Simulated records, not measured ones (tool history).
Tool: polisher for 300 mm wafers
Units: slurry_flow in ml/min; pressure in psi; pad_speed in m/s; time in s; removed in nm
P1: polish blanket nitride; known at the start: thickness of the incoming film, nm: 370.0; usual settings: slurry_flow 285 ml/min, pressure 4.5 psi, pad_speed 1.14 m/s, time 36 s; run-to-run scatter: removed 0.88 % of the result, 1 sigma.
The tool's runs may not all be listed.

run,hour,slurry_flow,pressure,pad_speed,time,wafers polished on this pad,hours since the slurry nozzle was cleaned,hours since the head pressure was calibrated,removed
1,8.0,285,4.5,1.14,36,936,80.9,462.3,92.250
2,19.2,285,4.5,1.14,36,1142,92.1,473.5,91.379
3,26.1,285,4.5,1.14,36,1269,99.0,480.4,91.933
4,32.0,285,7.0,1.14,36,1377,104.9,486.3,140.280
5,40.2,285,4.5,1.14,17,1528,113.1,494.5,43.783
6,48.5,285,4.5,0.58,36,1680,121.4,502.8,53.130
7,53.7,170,4.5,1.76,36,1776,126.6,508.0,122.840
8,59.3,285,2.0,1.14,36,1879,132.2,513.6,40.436
9,64.7,285,4.5,1.52,36,1978,137.6,519.0,114.340
10,71.9,285,6.4,1.14,48,2110,144.8,526.2,173.910
11,81.0,285,4.5,1.14,36,2277,153.9,535.3,91.629
12,86.1,375,4.5,1.14,36,2371,159.0,540.4,93.569
13,97.3,285,4.5,1.14,36,2577,170.2,551.6,92.899
# hour 99.5: slurry nozzle cleaned
14,104.7,170,4.5,1.14,36,2713,5.3,559.0,85.841
15,111.9,285,4.5,1.14,52,2845,12.5,566.2,131.050
16,121.5,285,4.5,1.14,36,3021,22.1,575.8,92.598
17,129.3,285,4.5,1.14,36,3164,29.9,583.6,91.217
18,136.5,285,4.5,1.14,36,3297,37.1,590.8,89.381
19,145.7,285,4.5,1.14,36,3466,46.3,600.0,88.061

Run 20 comes next. What will it give?
20,155.9,285,4.5,1.14,36,3653,56.5,610.2,?

Run 20 gave removed 87.469 nm.
